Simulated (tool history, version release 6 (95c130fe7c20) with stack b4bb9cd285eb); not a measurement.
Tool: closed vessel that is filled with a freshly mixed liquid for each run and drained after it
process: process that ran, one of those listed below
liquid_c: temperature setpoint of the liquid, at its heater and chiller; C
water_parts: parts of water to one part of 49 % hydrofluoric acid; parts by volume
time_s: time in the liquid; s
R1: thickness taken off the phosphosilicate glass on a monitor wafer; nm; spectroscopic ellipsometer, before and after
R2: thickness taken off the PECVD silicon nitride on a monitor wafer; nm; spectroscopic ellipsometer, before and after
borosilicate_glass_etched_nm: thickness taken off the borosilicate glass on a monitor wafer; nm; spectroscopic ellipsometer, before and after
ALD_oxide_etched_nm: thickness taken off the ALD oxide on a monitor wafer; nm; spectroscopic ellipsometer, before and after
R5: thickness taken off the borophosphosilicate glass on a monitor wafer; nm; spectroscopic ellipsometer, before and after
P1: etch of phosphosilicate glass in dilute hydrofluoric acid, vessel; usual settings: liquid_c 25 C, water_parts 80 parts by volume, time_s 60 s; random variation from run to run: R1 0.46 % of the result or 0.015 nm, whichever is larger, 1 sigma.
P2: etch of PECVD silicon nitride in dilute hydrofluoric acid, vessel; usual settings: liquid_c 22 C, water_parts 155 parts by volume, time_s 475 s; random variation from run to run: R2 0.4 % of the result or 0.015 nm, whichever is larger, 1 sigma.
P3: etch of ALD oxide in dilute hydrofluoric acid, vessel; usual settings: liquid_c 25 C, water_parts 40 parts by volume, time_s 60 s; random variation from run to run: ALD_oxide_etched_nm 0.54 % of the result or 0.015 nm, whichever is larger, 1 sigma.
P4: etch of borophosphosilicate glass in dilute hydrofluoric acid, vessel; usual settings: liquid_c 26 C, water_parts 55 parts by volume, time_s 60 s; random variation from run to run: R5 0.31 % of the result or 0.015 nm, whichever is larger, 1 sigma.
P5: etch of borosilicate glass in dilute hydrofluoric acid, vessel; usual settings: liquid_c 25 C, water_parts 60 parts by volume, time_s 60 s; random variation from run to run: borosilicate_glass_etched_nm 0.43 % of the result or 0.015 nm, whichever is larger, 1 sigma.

run 1 hour=12.8 | process=P1 liquid_c=25 water_parts=80 time_s=60 | R1=114.21
run 2 hour=24.4 | process=P1 liquid_c=25 water_parts=80 time_s=60 | R1=114.08
run 3 hour=33.3 | process=P2 liquid_c=17 water_parts=155 time_s=475 | R2=7.7188
run 4 hour=49.4 | process=P5 liquid_c=25 water_parts=60 time_s=30 | borosilicate_glass_etched_nm=18.164
run 5 hour=66.3 | process=P1 liquid_c=25 water_parts=80 time_s=60 | R1=113.13
run 6 hour=83.2 | process=P5 liquid_c=25 water_parts=35 time_s=60 | borosilicate_glass_etched_nm=65.424
run 7 hour=100.3 | process=P1 liquid_c=25 water_parts=115 time_s=60 | R1=75.497
run 8 hour=112.5 | process=P3 liquid_c=17 water_parts=40 time_s=60 | ALD_oxide_etched_nm=16.543
run 9 hour=123.4 | process=P4 liquid_c=21.5 water_parts=55 time_s=60 | R5=56.719
run 10 hour=136.3 | process=P3 liquid_c=25 water_parts=40 time_s=60 | ALD_oxide_etched_nm=23.258
run 11 hour=146.3 | process=P5 liquid_c=25 water_parts=60 time_s=60 | borosilicate_glass_etched_nm=36.551
run 12 hour=159.4 | process=P2 liquid_c=22 water_parts=65 time_s=475 | R2=25.219
run 13 hour=175.5 | process=P4 liquid_c=26 water_parts=25 time_s=60 | R5=156.67
run 14 hour=186.7 | process=P1 liquid_c=25 water_parts=80 time_s=60 | R1=113.08
run 15 hour=203.4 | process=P1 liquid_c=17 water_parts=80 time_s=60 | R1=81.226
run 16 hour=217.8 | process=P3 liquid_c=25 water_parts=40 time_s=60 | ALD_oxide_etched_nm=23.327
run 17 hour=232.5 | process=P1 liquid_c=19.5 water_parts=80 time_s=30 | R1=45.378
run 18 hour=242.1 | process=P3 liquid_c=25 water_parts=40 time_s=100 | ALD_oxide_etched_nm=38.692
run 19 hour=249.8 | process=P1 liquid_c=25 water_parts=50 time_s=30 | R1=95.29
run 20 hour=261.7 | process=P4 liquid_c=26 water_parts=55 time_s=60 | R5=68.038
run 21 hour=273 | process=P1 liquid_c=25 water_parts=80 time_s=120 | R1=228.32
run 22 hour=284 | process=P2 liquid_c=22 water_parts=155 time_s=75 | R2=1.6945
run 23 hour=296.3 | process=P5 liquid_c=18.5 water_parts=60 time_s=60 | borosilicate_glass_etched_nm=28.145
run 24 hour=304.1 | process=P4 liquid_c=26 water_parts=55 time_s=95 | R5=108.01
run 25 hour=319.3 | process=P1 liquid_c=25 water_parts=80 time_s=30 | R1=56.863
run 26 hour=328.3 | process=P3 liquid_c=25 water_parts=60 time_s=60 | ALD_oxide_etched_nm=15.219
run 27 hour=336.9 | process=P1 liquid_c=30.5 water_parts=80 time_s=60 | R1=141.7
run 28 hour=348.1 | process=P1 liquid_c=25 water_parts=80 time_s=60 | R1=113.43
run 29 hour=361.1 | process=P4 liquid_c=26 water_parts=55 time_s=60 | R5=68.091
run 30 hour=375.8 | process=P1 liquid_c=25 water_parts=80 time_s=60 | R1=113.37
run 31 hour=389.6 | process=P5 liquid_c=25 water_parts=60 time_s=60 | borosilicate_glass_etched_nm=36.976
run 32 hour=399.3 | process=P1 liquid_c=25 water_parts=45 time_s=60 | R1=213.53
run 33 hour=410.2 | process=P2 liquid_c=22 water_parts=155 time_s=475 | R2=10.727
run 34 hour=417.9 | process=P1 liquid_c=25 water_parts=80 time_s=60 | R1=114.49
run 35 hour=427.8 | process=P1 liquid_c=25 water_parts=80 time_s=60 | R1=112.3
run 36 hour=444.6 | process=P1 liquid_c=25 water_parts=80 time_s=60 | R1=109.31
run 37 hour=457.1 | process=P1 liquid_c=25 water_parts=80 time_s=60 | R1=107.64
run 38 hour=466.5 | process=P1 liquid_c=25 water_parts=80 time_s=60 | R1=107.33
run 39 hour=474.3 | process=P1 liquid_c=25 water_parts=80 time_s=60 | R1=107.21
run 40 hour=483 | process=P1 liquid_c=25 water_parts=80 time_s=60 | R1=107.28
run 41 hour=491.8 | process=P1 liquid_c=25 water_parts=80 time_s=60 | R1=106.05
run 42 hour=499.4 | process=P1 liquid_c=25 water_parts=80 time_s=60 | R1=107.44
run 43 hour=511.2 | process=P1 liquid_c=25 water_parts=80 time_s=60 | R1=106.83
run 44 hour=519.4 | process=P1 liquid_c=25 water_parts=80 time_s=60 | R1=106.64

What P1 gives has crept away from where it was. These 2 causes fit the log equally well, each at the size given:
A: hydrofluoric acid flow below the setpoint (%) = 5.14
B: liquid colder than its thermometer reads (K) = 1.46
The creep began at about hour 417.9.

4 check runs are offered, one wafer each, their results left as question marks. Which one tells the causes apart?
run check 1 hour=527.6 | process=P2 liquid_c=22 water_parts=155 time_s=475 | R2=?
run check 2 hour=527.6 | process=P3 liquid_c=25 water_parts=40 time_s=60 | ALD_oxide_etched_nm=?
run check 3 hour=527.6 | process=P5 liquid_c=25 water_parts=60 time_s=60 | borosilicate_glass_etched_nm=?
run check 4 hour=527.6 | process=P4 liquid_c=26 water_parts=55 time_s=60 | R5=?

What each check would give under each cause:
check=check_1 result=R2 if_A=10.24 if_B=9.7946
check=check_2 result=ALD_oxide_etched_nm if_A=22.059 if_B=21.957
check=check_3 result=borosilicate_glass_etched_nm if_A=34.687 if_B=34.604
check=check_4 result=R5 if_A=64.466 if_B=64.315
How far apart the two closest causes lie, in the result that separates them most: check 1 4.45 %; check 2 0.46 %; check 3 0.24 %; check 4 0.24 %
Only check 1 tells the causes apart: in the others they would give nearly the same result.

Check 1 was then run and gave: R2 9.7565 nm. Which cause is it?

It is B: liquid colder than its thermometer reads (K).
